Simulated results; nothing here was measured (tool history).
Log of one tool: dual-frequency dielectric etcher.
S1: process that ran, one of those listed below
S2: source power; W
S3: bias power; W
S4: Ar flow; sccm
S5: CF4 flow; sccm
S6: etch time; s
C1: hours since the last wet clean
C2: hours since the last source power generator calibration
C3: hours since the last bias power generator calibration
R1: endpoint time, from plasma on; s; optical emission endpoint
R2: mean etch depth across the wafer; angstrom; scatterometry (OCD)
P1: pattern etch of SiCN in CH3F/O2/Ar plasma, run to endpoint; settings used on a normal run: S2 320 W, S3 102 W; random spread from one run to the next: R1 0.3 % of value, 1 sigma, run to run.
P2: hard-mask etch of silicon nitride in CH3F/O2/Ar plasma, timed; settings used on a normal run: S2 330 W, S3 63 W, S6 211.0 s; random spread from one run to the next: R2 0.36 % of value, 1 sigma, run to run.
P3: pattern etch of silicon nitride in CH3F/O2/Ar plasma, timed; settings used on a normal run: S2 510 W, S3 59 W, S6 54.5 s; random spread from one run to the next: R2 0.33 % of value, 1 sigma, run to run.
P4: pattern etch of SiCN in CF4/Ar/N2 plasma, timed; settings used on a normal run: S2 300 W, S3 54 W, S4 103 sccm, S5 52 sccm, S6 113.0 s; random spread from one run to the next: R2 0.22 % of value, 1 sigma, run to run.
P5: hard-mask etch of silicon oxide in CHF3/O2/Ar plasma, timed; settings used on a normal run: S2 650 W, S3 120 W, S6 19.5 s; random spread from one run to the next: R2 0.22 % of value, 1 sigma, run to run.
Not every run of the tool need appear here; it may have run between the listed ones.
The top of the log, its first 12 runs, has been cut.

{"run": 13, "day": 5.025, "S1": "P1", "S2": 320, "S3": 102, "C1": 285.3, "C2": 2952.0, "C3": 602.1, "R1": 24.491}
{"run": 14, "day": 5.467, "S1": "P1", "S2": 320, "S3": 135, "C1": 295.9, "C2": 2962.6, "C3": 612.7, "R1": 22.021}
{"run": 15, "day": 5.871, "S1": "P1", "S2": 320, "S3": 102, "C1": 305.6, "C2": 2972.3, "C3": 622.4, "R1": 24.515}
{"run": 16, "day": 6.192, "S1": "P4", "S2": 300, "S3": 54, "S4": 134, "S5": 52, "S6": 113.0, "C1": 313.3, "C2": 2980.0, "C3": 630.1, "R2": 555.16}
{"run": 17, "day": 6.783, "S1": "P1", "S2": 210, "S3": 102, "C1": 327.5, "C2": 2994.2, "C3": 644.3, "R1": 28.826}
{"run": 18, "day": 7.338, "S1": "P3", "S2": 510, "S3": 59, "S6": 54.5, "C1": 340.8, "C2": 3007.5, "C3": 657.6, "R2": 388.29}
{"run": 19, "day": 7.779, "S1": "P2", "S2": 330, "S3": 63, "S6": 116.0, "C1": 351.4, "C2": 3018.1, "C3": 668.2, "R2": 704.44}
{"run": 20, "day": 8.354, "S1": "P3", "S2": 510, "S3": 59, "S6": 75.0, "C1": 365.2, "C2": 3031.9, "C3": 682.0, "R2": 535.58}
{"run": 21, "day": 8.679, "S1": "P5", "S2": 650, "S3": 120, "S6": 19.5, "C1": 373.0, "C2": 3039.7, "C3": 689.8, "R2": 337.17}
{"run": 22, "day": 9.096, "S1": "P4", "S2": 300, "S3": 54, "S4": 103, "S5": 52, "S6": 113.0, "C1": 383.0, "C2": 3049.7, "C3": 699.8, "R2": 581.5}
{"day": 9.446, "done": "source power generator calibrated"}
{"run": 23, "day": 9.704, "S1": "P5", "S2": 650, "S3": 163, "S6": 19.5, "C1": 397.6, "C2": 6.3, "C3": 714.4, "R2": 371.83}
{"run": 24, "day": 10.171, "S1": "P2", "S2": 420, "S3": 63, "S6": 211.0, "C1": 408.8, "C2": 17.5, "C3": 725.6, "R2": 1404.5}
{"run": 25, "day": 10.625, "S1": "P1", "S2": 320, "S3": 102, "C1": 419.7, "C2": 28.4, "C3": 736.5, "R1": 24.612}
{"day": 10.975, "done": "bias power generator calibrated"}
{"run": 26, "day": 11.008, "S1": "P5", "S2": 650, "S3": 120, "S6": 29.5, "C1": 428.9, "C2": 37.6, "C3": 0.8, "R2": 510.61}
{"run": 27, "day": 11.467, "S1": "P4", "S2": 370, "S3": 54, "S4": 103, "S5": 52, "S6": 113.0, "C1": 439.9, "C2": 48.6, "C3": 11.8, "R2": 699.34}
{"run": 28, "day": 11.833, "S1": "P4", "S2": 300, "S3": 74, "S4": 103, "S5": 52, "S6": 113.0, "C1": 448.7, "C2": 57.4, "C3": 20.6, "R2": 652.78}
{"run": 29, "day": 12.2, "S1": "P1", "S2": 320, "S3": 102, "C1": 457.5, "C2": 66.2, "C3": 29.4, "R1": 24.534}
{"run": 30, "day": 12.471, "S1": "P3", "S2": 510, "S3": 59, "S6": 54.5, "C1": 464.0, "C2": 72.7, "C3": 35.9, "R2": 387.32}
{"run": 31, "day": 12.988, "S1": "P3", "S2": 510, "S3": 77, "S6": 54.5, "C1": 476.4, "C2": 85.1, "C3": 48.3, "R2": 425.62}
{"run": 32, "day": 13.508, "S1": "P1", "S2": 320, "S3": 67, "C1": 488.9, "C2": 97.6, "C3": 60.8, "R1": 28.669}
{"run": 33, "day": 13.775, "S1": "P1", "S2": 320, "S3": 102, "C1": 495.3, "C2": 104.0, "C3": 67.2, "R1": 24.743}
{"run": 34, "day": 14.375, "S1": "P1", "S2": 320, "S3": 102, "C1": 509.7, "C2": 118.4, "C3": 81.6, "R1": 24.503}
{"run": 35, "day": 14.708, "S1": "P1", "S2": 320, "S3": 102, "C1": 517.7, "C2": 126.4, "C3": 89.6, "R1": 24.776}
{"run": 36, "day": 15.283, "S1": "P1", "S2": 320, "S3": 102, "C1": 531.5, "C2": 140.2, "C3": 103.4, "R1": 24.931}

Run 37, settings as shown, results not yet in. Your forecast:
{"run": 37, "day": 15.754, "S1": "P1", "S2": 320, "S3": 102, "C1": 542.8, "C2": 151.5, "C3": 114.7, "R1": "?"}

Logged for run 37: R1 24.915 s.
